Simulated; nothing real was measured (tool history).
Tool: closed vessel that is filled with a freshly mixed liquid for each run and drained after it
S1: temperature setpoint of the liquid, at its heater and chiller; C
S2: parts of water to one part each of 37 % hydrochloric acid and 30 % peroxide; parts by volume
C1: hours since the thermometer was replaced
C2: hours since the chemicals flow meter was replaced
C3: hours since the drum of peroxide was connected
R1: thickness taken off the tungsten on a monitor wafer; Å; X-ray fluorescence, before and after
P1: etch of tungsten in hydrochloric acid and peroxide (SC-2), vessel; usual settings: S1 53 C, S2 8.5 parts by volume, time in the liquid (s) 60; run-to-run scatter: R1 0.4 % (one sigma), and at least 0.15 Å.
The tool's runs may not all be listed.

{"run": 1, "day": 0.379, "S1": 53, "S2": 8.5, "time in the liquid (s)": 60, "C1": 402.9, "C2": 112.6, "C3": 584.2, "R1": 217.9}
{"run": 2, "day": 0.596, "S1": 53, "S2": 8.5, "time in the liquid (s)": 60, "C1": 408.1, "C2": 117.8, "C3": 589.4, "R1": 217.09}
{"run": 3, "day": 0.867, "S1": 53, "S2": 14.5, "time in the liquid (s)": 30, "C1": 414.6, "C2": 124.3, "C3": 595.9, "R1": 69.09}
{"run": 4, "day": 1.258, "S1": 64.5, "S2": 8.5, "time in the liquid (s)": 60, "C1": 424, "C2": 133.7, "C3": 605.3, "R1": 446.09}
{"run": 5, "day": 1.525, "S1": 53, "S2": 8.5, "time in the liquid (s)": 115, "C1": 430.4, "C2": 140.1, "C3": 611.7, "R1": 412.36}
{"run": 6, "day": 1.796, "S1": 62, "S2": 8.5, "time in the liquid (s)": 110, "C1": 436.9, "C2": 146.6, "C3": 618.2, "R1": 701.14}
{"run": 7, "day": 2.192, "S1": 53, "S2": 8.5, "time in the liquid (s)": 60, "C1": 446.4, "C2": 156.1, "C3": 627.7, "R1": 217.45}
{"run": 8, "day": 2.638, "S1": 53, "S2": 8.5, "time in the liquid (s)": 60, "C1": 457.1, "C2": 166.8, "C3": 638.4, "R1": 218.19}
{"run": 9, "day": 3.071, "S1": 53, "S2": 4, "time in the liquid (s)": 60, "C1": 467.5, "C2": 177.2, "C3": 648.8, "R1": 377.79}
{"run": 10, "day": 3.467, "S1": 53, "S2": 14.5, "time in the liquid (s)": 60, "C1": 477, "C2": 186.7, "C3": 658.3, "R1": 137.39}
{"run": 11, "day": 3.829, "S1": 41, "S2": 8.5, "time in the liquid (s)": 60, "C1": 485.7, "C2": 195.4, "C3": 667, "R1": 95.773}
{"run": 12, "day": 4.088, "S1": 53, "S2": 8.5, "time in the liquid (s)": 60, "C1": 491.9, "C2": 201.6, "C3": 673.2, "R1": 216.38}
{"run": 13, "day": 4.517, "S1": 53, "S2": 8.5, "time in the liquid (s)": 30, "C1": 502.2, "C2": 211.9, "C3": 683.5, "R1": 108.44}
{"run": 14, "day": 4.833, "S1": 53, "S2": 8.5, "time in the liquid (s)": 60, "C1": 509.8, "C2": 219.5, "C3": 691.1, "R1": 217.17}
{"run": 15, "day": 5.075, "S1": 53, "S2": 8.5, "time in the liquid (s)": 60, "C1": 515.6, "C2": 225.3, "C3": 696.9, "R1": 222.34}
{"run": 16, "day": 5.388, "S1": 53, "S2": 8.5, "time in the liquid (s)": 60, "C1": 523.1, "C2": 232.8, "C3": 704.4, "R1": 231.63}
{"run": 17, "day": 5.829, "S1": 53, "S2": 8.5, "time in the liquid (s)": 60, "C1": 533.7, "C2": 243.4, "C3": 715, "R1": 233.09}
{"run": 18, "day": 6.121, "S1": 53, "S2": 8.5, "time in the liquid (s)": 60, "C1": 540.7, "C2": 250.4, "C3": 722, "R1": 235.68}
{"run": 19, "day": 6.329, "S1": 53, "S2": 8.5, "time in the liquid (s)": 60, "C1": 545.7, "C2": 255.4, "C3": 727, "R1": 236.96}
{"run": 20, "day": 6.708, "S1": 53, "S2": 8.5, "time in the liquid (s)": 60, "C1": 554.8, "C2": 264.5, "C3": 736.1, "R1": 235.89}

What P1 gives has crept away from where it was. These 2 causes fit the log equally well, each at the size given:
A: chemicals flow above the setpoint (%) = 11.3
B: liquid hotter than its thermometer reads (K) = 1.33
The creep began at about day 4.833.
Why every other cause is out:
peroxide weaker than its label (%): at most 8, which would move R1 by -7.3 %: too little, or the wrong way

4 check runs are offered, each on 2 wafers whose results are averaged, their results left as question marks. Which one tells the causes apart?
{"run": "check 1", "day": 7.088, "S1": 42, "S2": 4, "time in the liquid (s)": 60, "R1": "?"}
{"run": "check 2", "day": 7.088, "S1": 53, "S2": 14.5, "time in the liquid (s)": 60, "R1": "?"}
{"run": "check 3", "day": 7.088, "S1": 61.5, "S2": 8.5, "time in the liquid (s)": 85, "R1": "?"}
{"run": "check 4", "day": 7.088, "S1": 53, "S2": 12, "time in the liquid (s)": 60, "R1": "?"}

What each check would give under each cause:
check=check_1 result=R1 if_A=192.9 if_B=197.35
check=check_2 result=R1 if_A=151.28 if_B=150.26
check=check_3 result=R1 if_A=574.76 if_B=572.81
check=check_4 result=R1 if_A=177.86 if_B=177.09
How far apart the two closest causes lie, in the result that separates them most: check 1 2.28 %; check 2 0.67 %; check 3 0.34 %; check 4 0.43 %
Only check 1 tells the causes apart: in the others they would give nearly the same result.

Check 1 was then run and gave: R1 197.45 Å. Which cause is it?

It is B: liquid hotter than its thermometer reads (K).
